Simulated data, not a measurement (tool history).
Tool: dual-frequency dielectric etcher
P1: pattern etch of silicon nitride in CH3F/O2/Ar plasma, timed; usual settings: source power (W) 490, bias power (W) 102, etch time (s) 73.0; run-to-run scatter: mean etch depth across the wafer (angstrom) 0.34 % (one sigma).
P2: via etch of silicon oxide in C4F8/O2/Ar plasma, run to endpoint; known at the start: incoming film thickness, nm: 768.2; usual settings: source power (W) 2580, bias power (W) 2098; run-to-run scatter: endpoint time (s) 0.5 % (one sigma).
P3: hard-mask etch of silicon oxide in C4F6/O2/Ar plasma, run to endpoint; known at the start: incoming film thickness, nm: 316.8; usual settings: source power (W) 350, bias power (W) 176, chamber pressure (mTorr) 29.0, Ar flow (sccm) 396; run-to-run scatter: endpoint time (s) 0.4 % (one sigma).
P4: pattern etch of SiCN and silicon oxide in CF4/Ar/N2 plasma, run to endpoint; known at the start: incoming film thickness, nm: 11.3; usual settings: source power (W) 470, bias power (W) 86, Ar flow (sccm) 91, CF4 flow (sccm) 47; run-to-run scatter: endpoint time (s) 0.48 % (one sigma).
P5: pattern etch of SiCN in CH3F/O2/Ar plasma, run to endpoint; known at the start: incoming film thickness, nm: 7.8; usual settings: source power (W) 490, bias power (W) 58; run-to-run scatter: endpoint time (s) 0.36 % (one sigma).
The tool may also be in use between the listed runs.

run   hour  process that ran  source power (W)  bias power (W)  etch time (s)  chamber pressure (mTorr)  Ar flow (sccm)  CF4 flow (sccm)  hours since the last wet clean  hours since the last source power generator calibration  hours since the last bias power generator calibration  mean etch depth across the wafer (angstrom)  endpoint time (s)
  1   14.3                P1               490             102           73.0                                                                                      182.5                                                   2038.0                                                  817.1                                       610.63
  2   28.9                P3               350             176                                     29.0             396                                            197.1                                                   2052.6                                                  831.7                                                        109.6400
  3   37.8                P2              2580            1392                                                                                                     206.0                                                   2061.5                                                  840.6                                                        145.9400
  4   52.2                P1               650             102           73.0                                                                                      220.4                                                   2075.9                                                  855.0                                       675.68
  5   64.4                P1               320             102           73.0                                                                                      232.6                                                   2088.1                                                  867.2                                       520.22
  6   72.9                P1               490             102           40.0                                                                                      241.1                                                   2096.6                                                  875.7                                       333.39
  7   84.8                P3               350             176                                     38.5             396                                            253.0                                                   2108.5                                                  887.6                                                        114.2500
  8  101.4                P1               490             102           73.0                                                                                      269.6                                                   2125.1                                                  904.2                                       607.26
  9  117.6                P4               600              86                                                       91               47                           285.8                                                   2141.3                                                  920.4                                                          9.6957
 10  133.9                P1               630             102           56.5                                                                                      302.1                                                   2157.6                                                  936.7                                       520.45
 11  142.7                P1               490             102           73.0                                                                                      310.9                                                   2166.4                                                  945.5                                       607.88
 12  157.4                P1               490             140           73.0                                                                                      325.6                                                   2181.1                                                  960.2                                       686.50
     169.6  -- bias power generator calibrated
 13  173.2                P3               420             176                                     29.0             396                                            341.4                                                   2196.9                                                    3.6                                                        103.4100
 14  183.1                P4               470              86                                                       91               47                           351.3                                                   2206.8                                                   13.5                                                         12.0670
 15  198.5                P1               490             102          105.0                                                                                      366.7                                                   2222.2                                                   28.9                                       878.93
     208.7  -- source power generator calibrated
 16  213.4                P2              3460            2098                                                                                                     381.6                                                      4.8                                                   43.8                                                        115.5000
 17  225.2                P4               470              61                                                       91               47                           393.4                                                     16.6                                                   55.6                                                         13.6550
 18  235.2                P5               490              58                                                                                                     403.4                                                     26.6                                                   65.6                                                         20.3770
 19  249.0                P1               490             102           73.0                                                                                      417.2                                                     40.4                                                   79.4                                       612.74
 20  261.4                P5               590              58                                                                                                     429.6                                                     52.8                                                   91.8                                                         18.9180
 21  275.3                P1               490             102           73.0                                                                                      443.5                                                     66.7                                                  105.7                                       609.27
 22  287.6                P5               490              38                                                                                                     455.8                                                     79.0                                                  118.0                                                         23.3140
 23  302.2                P2              2580            2098                                                                                                     470.4                                                     93.6                                                  132.6                                                        131.2500
 24  318.5                P4               470              86                                                       53               47                           486.7                                                    109.9                                                  148.9                                                         11.1740
 25  328.1                P1               490              74           73.0                                                                                      496.3                                                    119.5                                                  158.5                                       543.66
 26  339.2                P4               470              86                                                       91               58                           507.4                                                    130.6                                                  169.6                                                         11.6640
 27  349.5                P1               490             102           73.0                                                                                      517.7                                                    140.9                                                  179.9                                       610.92
 28  359.3                P3               350             231                                     29.0             396                                            527.5                                                    150.7                                                  189.7                                                        100.3500
 29  372.0                P3               350             176                                     29.0             278                                            540.2                                                    163.4                                                  202.4                                                        106.4200
 30  384.3                P1               490             102           73.0                                                                                      552.5                                                    175.7                                                  214.7                                       611.05
 31  393.5                P1               490             102           73.0                                                                                      561.7                                                    184.9                                                  223.9                                       608.76
 32  408.5                P1               490             102           73.0                                                                                      576.7                                                    199.9                                                  238.9                                       604.86
 33  422.3                P1               490             102           73.0                                                                                      590.5                                                    213.7                                                  252.7                                       603.30
     423.9  -- wet clean of the chamber
 34  429.5                P1               490             102           73.0                                                                                        5.7                                                    220.9                                                  259.9                                       600.99
 35  436.8                P1               490             102           73.0                                                                                       13.0                                                    228.2                                                  267.2                                       600.19
 36  448.4                P1               490             102           73.0                                                                                       24.6                                                    239.8                                                  278.8                                       595.01
 37  463.3                P1               490             102           73.0                                                                                       39.5                                                    254.7                                                  293.7                                       595.09
 38  471.1                P1               490             102           73.0                                                                                       47.3                                                    262.5                                                  301.5                                       598.52
 39  487.0                P1               490             102           73.0                                                                                       63.2                                                    278.4                                                  317.4                                       597.42

What P1 gives has crept away from where it was. These 2 causes fit the log equally well, each at the size given:
A: bias power that arrives under what is set, % = 4.55
B: source power that arrives under what is set, % = 4.41
The creep began at about hour 384.3.
Why every other cause is out:
chamber walls in a state that lowers the etch rate, %: serviced at hour 423.9, which brought nothing back

4 check runs are offered, each on 3 wafers whose results are averaged, their results left as question marks. Which one tells the causes apart?
check 1  502.9                P4               470              86                                                       91               47                                                                                                                                                                                                               ?
check 2  502.9                P3               350             176                                     29.0             396                                                                                                                                                                                                                                ?
check 3  502.9                P2              2580            2098                                                                                                                                                                                                                                                                                         ?
check 4  502.9                P5               490              58                                                                                                                                                                                                                                                                                         ?

What each check would give under each cause:
  check             result      if A      if B
check 1  endpoint time (s)   12.2550   12.5330
check 2  endpoint time (s)  111.8300  112.1400
check 3  endpoint time (s)  132.5100  133.1600
check 4  endpoint time (s)   20.6900   20.7310
How far apart the two closest causes lie, in the result that separates them most: check 1 2.24 %; check 2 0.28 %; check 3 0.49 %; check 4 0.2 %
Check 1 tells the causes apart: in the others they would give nearly the same result.

Check 1 was then run and gave: endpoint time (s) 12.1880. Which cause is it?

It is A: bias power that arrives under what is set, %.

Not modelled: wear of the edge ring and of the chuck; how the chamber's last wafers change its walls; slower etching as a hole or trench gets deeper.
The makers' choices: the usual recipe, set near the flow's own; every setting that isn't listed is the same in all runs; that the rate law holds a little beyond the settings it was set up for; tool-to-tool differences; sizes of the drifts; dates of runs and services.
